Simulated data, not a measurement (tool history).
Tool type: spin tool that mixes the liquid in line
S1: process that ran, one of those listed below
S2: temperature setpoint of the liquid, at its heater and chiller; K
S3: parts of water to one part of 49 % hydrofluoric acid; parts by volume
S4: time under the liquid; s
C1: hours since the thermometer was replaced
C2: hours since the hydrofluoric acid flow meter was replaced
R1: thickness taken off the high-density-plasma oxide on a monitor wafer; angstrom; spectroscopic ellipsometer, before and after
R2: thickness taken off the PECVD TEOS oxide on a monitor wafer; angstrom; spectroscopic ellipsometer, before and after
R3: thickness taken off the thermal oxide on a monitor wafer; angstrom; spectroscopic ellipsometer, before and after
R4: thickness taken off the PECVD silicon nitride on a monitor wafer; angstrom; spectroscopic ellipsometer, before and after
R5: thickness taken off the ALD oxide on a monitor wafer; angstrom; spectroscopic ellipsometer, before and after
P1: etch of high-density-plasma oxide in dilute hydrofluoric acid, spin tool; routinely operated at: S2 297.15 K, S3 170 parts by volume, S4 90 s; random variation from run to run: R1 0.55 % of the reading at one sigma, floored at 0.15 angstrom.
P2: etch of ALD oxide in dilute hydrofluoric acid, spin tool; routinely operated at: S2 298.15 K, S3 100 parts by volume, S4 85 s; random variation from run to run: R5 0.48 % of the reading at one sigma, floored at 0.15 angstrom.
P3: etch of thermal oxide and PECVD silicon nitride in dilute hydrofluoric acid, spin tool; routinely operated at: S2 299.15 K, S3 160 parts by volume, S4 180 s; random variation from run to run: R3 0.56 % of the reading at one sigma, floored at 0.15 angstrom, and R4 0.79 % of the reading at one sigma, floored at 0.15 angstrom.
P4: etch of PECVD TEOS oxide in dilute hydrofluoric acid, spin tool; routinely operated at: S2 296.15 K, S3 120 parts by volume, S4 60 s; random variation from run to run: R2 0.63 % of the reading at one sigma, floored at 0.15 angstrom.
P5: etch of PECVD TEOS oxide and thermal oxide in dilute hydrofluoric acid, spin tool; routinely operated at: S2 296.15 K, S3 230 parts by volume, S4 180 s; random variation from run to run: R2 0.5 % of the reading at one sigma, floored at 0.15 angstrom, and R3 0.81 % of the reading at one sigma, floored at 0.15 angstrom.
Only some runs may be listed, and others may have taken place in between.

| run | day | S1 | S2 | S3 | S4 | C1 | C2 | R1 | R2 | R3 | R4 | R5 |
|---|---|---|---|---|---|---|---|---|---|---|---|---|
| 1 | 0.392 | P1 | 297.15 | 170 | 90 | 488.6 | 258.1 | 55.133 |  |  |  |  |
| 2 | 0.95 | P1 | 297.15 | 170 | 90 | 502 | 271.5 | 55.176 |  |  |  |  |
| 3 | 1.258 | P5 | 292.15 | 230 | 180 | 509.4 | 278.9 |  | 164.22 | 25.908 |  |  |
| 4 | 1.642 | P1 | 297.15 | 230 | 135 | 518.6 | 288.1 | 57.004 |  |  |  |  |
| 5 | 2.125 | P1 | 304.15 | 170 | 90 | 530.2 | 299.7 | 71.114 |  |  |  |  |
| 6 | 2.529 | P4 | 296.15 | 45 | 60 | 539.9 | 309.4 |  | 126.25 |  |  |  |
| 7 | 2.888 | P4 | 290.15 | 120 | 60 | 548.5 | 318 |  | 33.999 |  |  |  |
| 8 | 3.412 | P3 | 293.65 | 160 | 180 | 561.1 | 330.6 |  |  | 39.512 | 19.038 |  |
| 9 | 4.017 | P5 | 296.15 | 230 | 180 | 575.6 | 345.1 |  | 189.23 | 30.069 |  |  |
| 10 | 4.354 | P1 | 297.15 | 270 | 90 | 583.7 | 353.2 | 31.279 |  |  |  |  |
| 11 | 4.958 | P3 | 299.15 | 160 | 180 | 598.2 | 367.7 |  |  | 49.357 | 27.444 |  |
| 12 | 5.421 | P1 | 297.15 | 170 | 90 | 609.3 | 378.8 | 55.298 |  |  |  |  |
| 13 | 5.729 | P2 | 302.15 | 100 | 85 | 616.7 | 386.2 |  |  |  |  | 201.89 |
| 14 | 6.062 | P1 | 297.15 | 170 | 15 | 624.7 | 394.2 | 9.118 |  |  |  |  |
| 15 | 6.475 | P1 | 297.15 | 170 | 90 | 634.6 | 404.1 | 55.33 |  |  |  |  |
| 16 | 6.921 | P2 | 298.15 | 100 | 85 | 645.3 | 414.8 |  |  |  |  | 172.68 |
| 17 | 7.454 | P3 | 299.15 | 160 | 15 | 658.1 | 427.6 |  |  | 4.1226 | 2.3564 |  |
| 18 | 7.983 | P5 | 296.15 | 230 | 40 | 670.8 | 440.3 |  | 42.208 | 6.7712 |  |  |
| 19 | 8.296 | P2 | 298.15 | 25 | 85 | 678.3 | 447.8 |  |  |  |  | 769.53 |
| 20 | 8.567 | P4 | 296.15 | 120 | 20 | 684.8 | 454.3 |  | 14.133 |  |  |  |
| 21 | 9.167 | P3 | 299.15 | 250 | 180 | 699.2 | 468.7 |  |  | 28.917 | 17.396 |  |
| 22 | 9.504 | P4 | 296.15 | 120 | 60 | 707.3 | 476.8 |  | 43.014 |  |  |  |
| 23 | 9.788 | P1 | 292.65 | 170 | 90 | 714.1 | 483.6 | 46.18 |  |  |  |  |
| 24 | 10.05 | P1 | 297.15 | 170 | 140 | 720.4 | 489.9 | 85.621 |  |  |  |  |
| 25 | 10.421 | P1 | 300.65 | 170 | 15 | 729.3 | 498.8 | 10.42 |  |  |  |  |
| 26 | 10.758 | P2 | 298.15 | 100 | 85 | 737.4 | 506.9 |  |  |  |  | 174.52 |
| 27 | 11.042 | P1 | 297.15 | 85 | 90 | 744.2 | 513.7 | 121.17 |  |  |  |  |
| 28 | 11.471 | P1 | 297.15 | 170 | 90 | 754.5 | 524 | 55.215 |  |  |  |  |
| 29 | 11.925 | P5 | 296.15 | 100 | 180 | 765.4 | 534.9 |  | 505.07 | 78.388 |  |  |
| 30 | 12.496 | P2 | 298.15 | 100 | 135 | 779.1 | 548.6 |  |  |  |  | 274.62 |
| 31 | 12.829 | P1 | 297.15 | 170 | 90 | 787.1 | 556.6 | 54.75 |  |  |  |  |
| 32 | 13.104 | P5 | 296.15 | 230 | 180 | 793.7 | 563.2 |  | 188.07 | 30.473 |  |  |
| 33 | 13.638 | P1 | 297.15 | 170 | 90 | 806.5 | 576 | 54.931 |  |  |  |  |
| 34 | 13.958 | P1 | 297.15 | 170 | 90 | 814.2 | 583.7 | 56.061 |  |  |  |  |
| 35 | 14.479 | P1 | 297.15 | 170 | 90 | 826.7 | 596.2 | 57.031 |  |  |  |  |
| 36 | 14.954 | P1 | 297.15 | 170 | 90 | 838.1 | 607.6 | 57.773 |  |  |  |  |
| 37 | 15.254 | P1 | 297.15 | 170 | 90 | 845.3 | 614.8 | 57.506 |  |  |  |  |
| 38 | 15.817 | P1 | 297.15 | 170 | 90 | 858.8 | 628.3 | 57.942 |  |  |  |  |
| 39 | 16.392 | P1 | 297.15 | 170 | 90 | 872.6 | 642.1 | 58.342 |  |  |  |  |
| 40 | 16.958 | P1 | 297.15 | 170 | 90 | 886.2 | 655.7 | 57.649 |  |  |  |  |

What P1 gives has crept off from where it sat before. The 2 causes that follow fit the log equally well, each at the size noted:
A: liquid hotter than its thermometer reads (K) = 1.4
B: hydrofluoric acid flow above the setpoint (%) = 4.5
Onset of the creep was near day 13.638.

4 check runs are offered, each on 3 wafers whose results are averaged, their results left as question marks. Which one tells the causes apart?
| check 1 | 17.525 | P2 | 298.15 | 100 | 85 |  |  |  |  |  |  | ? |
| check 2 | 17.525 | P5 | 296.15 | 230 | 180 |  |  |  | ? | ? |  |  |
| check 3 | 17.525 | P4 | 296.15 | 120 | 60 |  |  |  | ? |  |  |  |
| check 4 | 17.525 | P3 | 299.15 | 160 | 180 |  |  |  |  | ? | ? |  |

How each check would come out, cause by cause:
| check | result | if A | if B |
|---|---|---|---|
| check 1 | R5 | 182.84 | 181.91 |
| check 2 | R2 | 198.76 | 199.4 |
| check 2 | R3 | 31.241 | 31.341 |
| check 3 | R2 | 45.474 | 45.259 |
| check 4 | R3 | 51.743 | 51.769 |
| check 4 | R4 | 29.844 | 28.562 |
Distance between the nearest two causes, measured in the result of the check that separates them most: check 1 0.51 %; check 2 0.32 %; check 3 0.47 %; check 4 4.39 %
Check 4 distinguishes between the causes, while the remaining checks would return nearly the same result for all of them.

Check 4 has now been run. It gave: R3 51.529 angstrom; R4 29.714 angstrom. Which of the candidate causes is it?

It was cause A: liquid hotter than its thermometer reads (K).

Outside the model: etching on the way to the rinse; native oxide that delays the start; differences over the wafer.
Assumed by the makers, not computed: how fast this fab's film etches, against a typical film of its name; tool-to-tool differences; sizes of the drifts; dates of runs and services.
